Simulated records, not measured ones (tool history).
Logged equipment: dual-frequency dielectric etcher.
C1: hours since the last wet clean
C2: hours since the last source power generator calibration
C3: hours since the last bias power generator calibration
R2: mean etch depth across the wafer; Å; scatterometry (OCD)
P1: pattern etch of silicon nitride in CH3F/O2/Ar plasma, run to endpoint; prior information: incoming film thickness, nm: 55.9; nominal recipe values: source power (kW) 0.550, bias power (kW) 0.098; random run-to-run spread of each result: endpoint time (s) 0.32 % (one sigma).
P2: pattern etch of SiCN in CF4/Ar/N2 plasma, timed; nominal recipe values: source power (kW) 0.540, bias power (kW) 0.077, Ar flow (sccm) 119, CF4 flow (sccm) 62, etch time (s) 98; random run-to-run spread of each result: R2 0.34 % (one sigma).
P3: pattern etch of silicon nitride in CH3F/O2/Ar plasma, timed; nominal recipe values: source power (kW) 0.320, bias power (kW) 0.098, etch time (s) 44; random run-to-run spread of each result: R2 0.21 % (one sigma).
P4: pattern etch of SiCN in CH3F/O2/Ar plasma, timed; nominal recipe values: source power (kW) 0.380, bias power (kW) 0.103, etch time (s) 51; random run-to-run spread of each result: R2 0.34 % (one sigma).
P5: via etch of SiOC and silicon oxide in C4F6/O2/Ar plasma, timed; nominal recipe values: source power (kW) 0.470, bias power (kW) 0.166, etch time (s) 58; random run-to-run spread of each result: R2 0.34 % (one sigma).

run 1 hour=15.2 | process_that_ran=P1 source_power_(kW)=0.550 bias_power_(kW)=0.098 | C1=219.9 C2=1049.9 C3=448.1 | endpoint_time_(s)=62.766
run 2 hour=27.0 | process_that_ran=P1 source_power_(kW)=0.350 bias_power_(kW)=0.073 | C1=231.7 C2=1061.7 C3=459.9 | endpoint_time_(s)=82.045
run 3 hour=38.1 | process_that_ran=P3 source_power_(kW)=0.320 bias_power_(kW)=0.098 etch_time_(s)=44 | C1=242.8 C2=1072.8 C3=471.0 | R2=308.99
run 4 hour=51.1 | process_that_ran=P2 source_power_(kW)=0.760 bias_power_(kW)=0.077 etch_time_(s)=98 Ar_flow_(sccm)=119 CF4_flow_(sccm)=62 | C1=255.8 C2=1085.8 C3=484.0 | R2=1304.10
run 5 hour=62.6 | process_that_ran=P5 source_power_(kW)=0.470 bias_power_(kW)=0.166 etch_time_(s)=82 | C1=267.3 C2=1097.3 C3=495.5 | R2=965.28
run 6 hour=76.4 | process_that_ran=P3 source_power_(kW)=0.440 bias_power_(kW)=0.098 etch_time_(s)=44 | C1=281.1 C2=1111.1 C3=509.3 | R2=349.32
run 7 hour=91.2 | process_that_ran=P1 source_power_(kW)=0.690 bias_power_(kW)=0.098 | C1=295.9 C2=1125.9 C3=524.1 | endpoint_time_(s)=57.459
run 8 hour=100.8 | process_that_ran=P5 source_power_(kW)=0.470 bias_power_(kW)=0.114 etch_time_(s)=58 | C1=305.5 C2=1135.5 C3=533.7 | R2=605.29
run 9 hour=115.3 | process_that_ran=P1 source_power_(kW)=0.550 bias_power_(kW)=0.125 | C1=320.0 C2=1150.0 C3=548.2 | endpoint_time_(s)=56.735
run 10 hour=132.3 | process_that_ran=P1 source_power_(kW)=0.400 bias_power_(kW)=0.098 | C1=337.0 C2=1167.0 C3=565.2 | endpoint_time_(s)=69.900
run 11 hour=143.7 | process_that_ran=P3 source_power_(kW)=0.320 bias_power_(kW)=0.098 etch_time_(s)=33 | C1=348.4 C2=1178.4 C3=576.6 | R2=233.30
run 12 hour=152.4 | process_that_ran=P2 source_power_(kW)=0.540 bias_power_(kW)=0.077 etch_time_(s)=70 Ar_flow_(sccm)=119 CF4_flow_(sccm)=62 | C1=357.1 C2=1187.1 C3=585.3 | R2=689.94
run 13 hour=161.0 | process_that_ran=P2 source_power_(kW)=0.540 bias_power_(kW)=0.077 etch_time_(s)=98 Ar_flow_(sccm)=119 CF4_flow_(sccm)=62 | C1=365.7 C2=1195.7 C3=593.9 | R2=972.66
run 14 hour=169.4 | process_that_ran=P4 source_power_(kW)=0.380 bias_power_(kW)=0.145 etch_time_(s)=51 | C1=374.1 C2=1204.1 C3=602.3 | R2=236.31
run 15 hour=179.3 | process_that_ran=P1 source_power_(kW)=0.550 bias_power_(kW)=0.098 | C1=384.0 C2=1214.0 C3=612.2 | endpoint_time_(s)=62.302
run 16 hour=188.2 | process_that_ran=P3 source_power_(kW)=0.320 bias_power_(kW)=0.098 etch_time_(s)=44 | C1=392.9 C2=1222.9 C3=621.1 | R2=310.76
run 17 hour=196.2 | process_that_ran=P5 source_power_(kW)=0.470 bias_power_(kW)=0.166 etch_time_(s)=58 | C1=400.9 C2=1230.9 C3=629.1 | R2=680.07
run 18 hour=204.7 | process_that_ran=P3 source_power_(kW)=0.320 bias_power_(kW)=0.117 etch_time_(s)=44 | C1=409.4 C2=1239.4 C3=637.6 | R2=331.97
run 19 hour=221.2 | process_that_ran=P2 source_power_(kW)=0.540 bias_power_(kW)=0.077 etch_time_(s)=98 Ar_flow_(sccm)=86 CF4_flow_(sccm)=62 | C1=425.9 C2=1255.9 C3=654.1 | R2=1020.00
run 20 hour=236.0 | process_that_ran=P4 source_power_(kW)=0.380 bias_power_(kW)=0.103 etch_time_(s)=51 | C1=440.7 C2=1270.7 C3=668.9 | R2=208.32
run 21 hour=249.3 | process_that_ran=P2 source_power_(kW)=0.540 bias_power_(kW)=0.077 etch_time_(s)=98 Ar_flow_(sccm)=119 CF4_flow_(sccm)=44 | C1=454.0 C2=1284.0 C3=682.2 | R2=914.31
run 22 hour=260.5 | process_that_ran=P1 source_power_(kW)=0.550 bias_power_(kW)=0.098 | C1=465.2 C2=1295.2 C3=693.4 | endpoint_time_(s)=62.227
run 23 hour=270.7 | process_that_ran=P4 source_power_(kW)=0.380 bias_power_(kW)=0.103 etch_time_(s)=64 | C1=475.4 C2=1305.4 C3=703.6 | R2=259.91
run 24 hour=285.4 | process_that_ran=P4 source_power_(kW)=0.380 bias_power_(kW)=0.103 etch_time_(s)=51 | C1=490.1 C2=1320.1 C3=718.3 | R2=206.35
-- hour=287.5 wet clean of the chamber
run 25 hour=300.2 | process_that_ran=P2 source_power_(kW)=0.540 bias_power_(kW)=0.077 etch_time_(s)=98 Ar_flow_(sccm)=119 CF4_flow_(sccm)=62 | C1=12.7 C2=1334.9 C3=733.1 | R2=964.04
run 26 hour=308.9 | process_that_ran=P2 source_power_(kW)=0.540 bias_power_(kW)=0.097 etch_time_(s)=98 Ar_flow_(sccm)=119 CF4_flow_(sccm)=62 | C1=21.4 C2=1343.6 C3=741.8 | R2=1055.00
run 27 hour=320.3 | process_that_ran=P4 source_power_(kW)=0.480 bias_power_(kW)=0.103 etch_time_(s)=51 | C1=32.8 C2=1355.0 C3=753.2 | R2=224.73
run 28 hour=329.0 | process_that_ran=P1 source_power_(kW)=0.550 bias_power_(kW)=0.098 | C1=41.5 C2=1363.7 C3=761.9 | endpoint_time_(s)=62.860
run 29 hour=338.2 | process_that_ran=P1 source_power_(kW)=0.550 bias_power_(kW)=0.076 | C1=50.7 C2=1372.9 C3=771.1 | endpoint_time_(s)=67.943
run 30 hour=345.8 | process_that_ran=P5 source_power_(kW)=0.370 bias_power_(kW)=0.166 etch_time_(s)=58 | C1=58.3 C2=1380.5 C3=778.7 | R2=619.09
run 31 hour=359.8 | process_that_ran=P1 source_power_(kW)=0.550 bias_power_(kW)=0.098 | C1=72.3 C2=1394.5 C3=792.7 | endpoint_time_(s)=62.637
run 32 hour=374.9 | process_that_ran=P1 source_power_(kW)=0.550 bias_power_(kW)=0.098 | C1=87.4 C2=1409.6 C3=807.8 | endpoint_time_(s)=62.099
run 33 hour=390.1 | process_that_ran=P1 source_power_(kW)=0.550 bias_power_(kW)=0.098 | C1=102.6 C2=1424.8 C3=823.0 | endpoint_time_(s)=61.904
run 34 hour=405.7 | process_that_ran=P1 source_power_(kW)=0.550 bias_power_(kW)=0.098 | C1=118.2 C2=1440.4 C3=838.6 | endpoint_time_(s)=61.896
run 35 hour=413.8 | process_that_ran=P1 source_power_(kW)=0.550 bias_power_(kW)=0.098 | C1=126.3 C2=1448.5 C3=846.7 | endpoint_time_(s)=61.365
run 36 hour=430.5 | process_that_ran=P1 source_power_(kW)=0.550 bias_power_(kW)=0.098 | C1=143.0 C2=1465.2 C3=863.4 | endpoint_time_(s)=61.849
-- hour=434.9 wet clean of the chamber
run 37 hour=441.5 | process_that_ran=P1 source_power_(kW)=0.550 bias_power_(kW)=0.098 | C1=6.7 C2=1476.2 C3=874.4 | endpoint_time_(s)=61.812
run 38 hour=457.0 | process_that_ran=P1 source_power_(kW)=0.550 bias_power_(kW)=0.098 | C1=22.2 C2=1491.7 C3=889.9 | endpoint_time_(s)=61.544
run 39 hour=473.4 | process_that_ran=P1 source_power_(kW)=0.550 bias_power_(kW)=0.098 | C1=38.6 C2=1508.1 C3=906.3 | endpoint_time_(s)=61.451
run 40 hour=480.8 | process_that_ran=P1 source_power_(kW)=0.550 bias_power_(kW)=0.098 | C1=46.0 C2=1515.5 C3=913.7 | endpoint_time_(s)=61.303
run 41 hour=493.5 | process_that_ran=P1 source_power_(kW)=0.550 bias_power_(kW)=0.098 | C1=58.7 C2=1528.2 C3=926.4 | endpoint_time_(s)=61.633

Compared with where it was, what P1 gives has crept away. Each cause listed below fits the log as well as the rest, at the size given for it:
A: source power that arrives over what is set, % = 4.38
B: bias power that arrives over what is set, % = 4.58
At approximately hour 359.8, the process output began to creep.
The rest of the possible causes, and what rules out each one:
chamber walls in a state that raises the etch rate, %: serviced at hour 434.9, after the drift had started, without restoring the earlier output

The 4 check runs listed below each average the results of 2 wafers, and their outcomes are marked with question marks. Under which run would the listed causes produce clearly different results?
run check 1 hour=506.2 | process_that_ran=P5 source_power_(kW)=0.470 bias_power_(kW)=0.166 etch_time_(s)=58 | R2=?
run check 2 hour=506.2 | process_that_ran=P4 source_power_(kW)=0.380 bias_power_(kW)=0.103 etch_time_(s)=51 | R2=?
run check 3 hour=506.2 | process_that_ran=P3 source_power_(kW)=0.320 bias_power_(kW)=0.098 etch_time_(s)=44 | R2=?
run check 4 hour=506.2 | process_that_ran=P2 source_power_(kW)=0.540 bias_power_(kW)=0.077 etch_time_(s)=98 Ar_flow_(sccm)=119 CF4_flow_(sccm)=62 | R2=?

How each check would come out, cause by cause:
check=check_1 result=R2 if_A=691.25 if_B=689.40
check=check_2 result=R2 if_A=210.23 if_B=210.51
check=check_3 result=R2 if_A=315.17 if_B=315.41
check=check_4 result=R2 if_A=1006.40 if_B=985.44
Smallest distance between any two causes, each pair judged by its most separating result, in per cent: check 1 0.27 %; check 2 0.13 %; check 3 0.08 %; check 4 2.11 %
Check 4 tells the causes apart: in the others they would give nearly the same result.

After running check 4, the following was obtained: R2 985.12 Å. Which cause does this point to?

It was cause B: bias power that arrives over what is set, %.
